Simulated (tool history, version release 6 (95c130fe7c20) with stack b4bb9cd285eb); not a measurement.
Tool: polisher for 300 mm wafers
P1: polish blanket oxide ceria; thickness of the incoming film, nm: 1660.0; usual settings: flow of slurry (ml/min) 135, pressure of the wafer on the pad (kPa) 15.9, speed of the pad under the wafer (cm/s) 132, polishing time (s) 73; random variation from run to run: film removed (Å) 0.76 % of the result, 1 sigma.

run   hour  flow of slurry (ml/min)  pressure of the wafer on the pad (kPa)  speed of the pad under the wafer (cm/s)  polishing time (s)  wafers polished on this pad  hours since the slurry nozzle was cleaned  hours since the head pressure was calibrated  film removed (Å)
  1   16.6                      135                                    15.9                                      132                  73                          500                                       76.7                                         531.9            3069.7
  2   32.4                       80                                    15.9                                      204                  73                          650                                       92.5                                         547.7            4216.3
  3   46.5                       80                                    15.9                                      132                  73                          783                                      106.6                                         561.8            2729.6
  4   60.1                      135                                    15.9                                      132                  73                          912                                      120.2                                         575.4            3108.1
  5   71.1                      135                                    15.9                                      132                  73                         1016                                      131.2                                         586.4            3053.6
  6   86.3                      135                                    15.9                                      132                  73                         1159                                      146.4                                         601.6            3113.4
  7  102.7                      135                                    15.9                                      208                  73                         1314                                      162.8                                           618            4842.2
  8  114.3                      135                                    15.9                                       78                  73                         1424                                      174.4                                         629.6            1794.7
  9  130.5                      135                                    15.9                                      132                  38                         1577                                      190.6                                         645.8            1621.4
 10  147.8                      135                                       9                                      132                  73                         1741                                      207.9                                         663.1            1779.6
 11  161.5                      205                                    15.9                                      132                  73                         1871                                      221.6                                         676.8              3311
 12  177.2                      135                                    15.9                                      132                  73                         2019                                      237.3                                         692.5            3125.3
 13  187.1                      135                                    15.9                                      132                 106                         2113                                      247.2                                         702.4            4476.3
 14  194.9                      135                                    24.1                                      132                  73                         2186                                        255                                         710.2              4715
 15  202.7                      135                                    15.9                                      132                  73                         2260                                      262.8                                           718            3105.1
 16  210.8                      135                                    15.9                                      132                  73                         2337                                      270.9                                         726.1              3055
 17    221                      135                                    15.9                                      132                  73                         2433                                      281.1                                         736.3            3014.6
 18  237.9                      135                                    15.9                                      132                  73                         2593                                        298                                         753.2              2935
 19  245.5                      135                                    15.9                                      132                  73                         2665                                      305.6                                         760.8            2915.6
 20  258.8                      135                                    15.9                                      132                  73                         2791                                      318.9                                         774.1            2879.2
 21  269.5                      135                                    15.9                                      132                  73                         2892                                      329.6                                         784.8            2885.5
     273.6  -- head pressure recalibrated
 22    284                      135                                    15.9                                      132                  73                         3029                                      344.1                                          10.5            2884.7
 23  298.7                      135                                    15.9                                      132                  73                         3168                                      358.8                                          25.2            2897.1
 24  308.3                      135                                    15.9                                      132                  73                         3259                                      368.4                                          34.8            2842.9

What P1 gives has crept away from where it was. These 2 causes fit the log equally well, each at the size given:
A: removal rate lost through wear of the pad, % = 6.88
B: slurry flow missing at the pad, % = 27.6
The creep began at about hour 202.7.
Why every other cause is out:
head's pressure below its setpoint, %: serviced at hour 273.6, which brought nothing back

4 check runs are offered, each on 2 wafers whose results are averaged, their results left as question marks. Which one tells the causes apart?
check 1  317.9                      135                                    15.9                                      132                  42                                                                                                                                       ?
check 2  317.9                      135                                    15.9                                      100                  47                                                                                                                                       ?
check 3  317.9                      135                                    15.9                                      158                  50                                                                                                                                       ?
check 4  317.9                       80                                    15.9                                      132                  73                                                                                                                                       ?

What each check would give under each cause:
  check            result    if A    if B
check 1  film removed (Å)  1658.3  1658.5
check 2  film removed (Å)  1405.9    1406
check 3  film removed (Å)  2363.1  2363.3
check 4  film removed (Å)  2539.4  2438.6
How far apart the two closest causes lie, in the result that separates them most: check 1 0.01 %; check 2 0.01 %; check 3 0.01 %; check 4 4.05 %
Check 4 tells the causes apart: in the others they would give nearly the same result.

Then check 4 was run and gave: film removed (Å) 2424.5. Which cause is it?

It is B: slurry flow missing at the pad, %.
